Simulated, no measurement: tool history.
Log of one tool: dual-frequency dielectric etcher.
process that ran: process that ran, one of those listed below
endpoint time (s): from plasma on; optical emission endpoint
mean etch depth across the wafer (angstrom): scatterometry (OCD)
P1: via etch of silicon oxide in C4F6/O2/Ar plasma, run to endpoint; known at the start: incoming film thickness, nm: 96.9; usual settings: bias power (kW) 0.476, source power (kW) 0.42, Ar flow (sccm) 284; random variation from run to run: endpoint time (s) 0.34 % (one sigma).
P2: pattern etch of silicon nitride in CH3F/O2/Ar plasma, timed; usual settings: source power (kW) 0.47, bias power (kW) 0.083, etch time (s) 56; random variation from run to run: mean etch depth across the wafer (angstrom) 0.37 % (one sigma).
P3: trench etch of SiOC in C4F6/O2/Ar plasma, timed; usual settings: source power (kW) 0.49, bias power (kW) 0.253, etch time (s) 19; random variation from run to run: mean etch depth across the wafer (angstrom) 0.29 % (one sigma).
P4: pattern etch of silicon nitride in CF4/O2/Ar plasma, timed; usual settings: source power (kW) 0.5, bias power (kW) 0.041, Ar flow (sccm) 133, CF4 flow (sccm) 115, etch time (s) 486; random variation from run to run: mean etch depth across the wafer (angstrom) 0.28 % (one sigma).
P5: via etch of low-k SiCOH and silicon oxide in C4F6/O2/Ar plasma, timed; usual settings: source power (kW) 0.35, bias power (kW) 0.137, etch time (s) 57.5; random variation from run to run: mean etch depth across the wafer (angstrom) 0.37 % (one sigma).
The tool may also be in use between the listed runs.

run,hour,process that ran,bias power (kW),source power (kW),Ar flow (sccm),etch time (s),CF4 flow (sccm),hours since the last wet clean,hours since the last bias power generator calibration,hours since the last source power generator calibration,hours since the last Ar flow controller change,endpoint time (s),mean etch depth across the wafer (angstrom)
1,8.8,P1,0.476,0.42,284,,,113.9,3762.6,810.1,1956.6,21.027,
2,13.5,P1,0.476,0.42,284,,,118.6,3767.3,814.8,1961.3,21.05,
3,22.3,P5,0.137,0.35,,71.5,,127.4,3776.1,823.6,1970.1,,1587
# hour 23.6: Ar flow controller replaced
4,30.8,P1,0.57,0.42,284,,,135.9,3784.6,832.1,7.2,19.637,
5,39.5,P2,0.083,0.63,,56,,144.6,3793.3,840.8,15.9,,476.44
6,47.1,P1,0.476,0.27,284,,,152.2,3800.9,848.4,23.5,24.82,
7,52.9,P4,0.041,0.5,133,486,115,158,3806.7,854.2,29.3,,8335.3
8,57.4,P4,0.041,0.5,133,267.5,115,162.5,3811.2,858.7,33.8,,4578
9,64.9,P5,0.137,0.35,,57.5,,170,3818.7,866.2,41.3,,1277.5
10,73.6,P1,0.476,0.42,349,,,178.7,3827.4,874.9,50,21.597,
11,79.9,P4,0.027,0.5,133,486,115,185,3833.7,881.2,56.3,,7212.1
12,85.1,P1,0.476,0.42,179,,,190.2,3838.9,886.4,61.5,20.099,
13,89.6,P1,0.646,0.42,395,,,194.7,3843.4,890.9,66,19.534,
14,94.3,P5,0.096,0.35,,57.5,,199.4,3848.1,895.6,70.7,,1148.9
15,102.2,P1,0.476,0.42,284,,,207.3,3856,903.5,78.6,21.107,
16,109.8,P1,0.476,0.42,284,,,214.9,3863.6,911.1,86.2,21.124,
17,114.7,P2,0.117,0.47,,56,,219.8,3868.5,916,91.1,,484.78
18,120.7,P1,0.35,0.42,284,,,225.8,3874.5,922,97.1,23.527,
19,129,P4,0.041,0.5,133,486,154,234.1,3882.8,930.3,105.4,,8651.9
20,134.2,P5,0.137,0.24,,57.5,,239.3,3888,935.5,110.6,,1092.5
21,139.7,P2,0.083,0.47,,56,,244.8,3893.5,941,116.1,,426.66
22,146.2,P4,0.041,0.5,133,486,115,251.3,3900,947.5,122.6,,8322.1
23,152.8,P2,0.083,0.47,,56,,257.9,3906.6,954.1,129.2,,426.81
24,160.1,P1,0.476,0.57,284,,,265.2,3913.9,961.4,136.5,18.741,
25,168.5,P3,0.253,0.49,,19,,273.6,3922.3,969.8,144.9,,474.19
26,176.1,P3,0.152,0.49,,19,,281.2,3929.9,977.4,152.5,,400.03
27,182.7,P3,0.253,0.49,,12.5,,287.8,3936.5,984,159.1,,309.4
28,190.3,P4,0.041,0.32,133,486,115,295.4,3944.1,991.6,166.7,,5656.7
29,197.7,P4,0.041,0.5,98,486,115,302.8,3951.5,999,174.1,,8703.2
30,204.4,P3,0.253,0.33,,19,,309.5,3958.2,1005.7,180.8,,406.27
31,212.7,P2,0.083,0.47,,84,,317.8,3966.5,1014,189.1,,643.26

Run 32 comes next. What will it give?
32,218.9,P1,0.476,0.42,284,,,324,3972.7,1020.2,195.3,?,

{"run 32": {"endpoint time (s)": 21.091}}
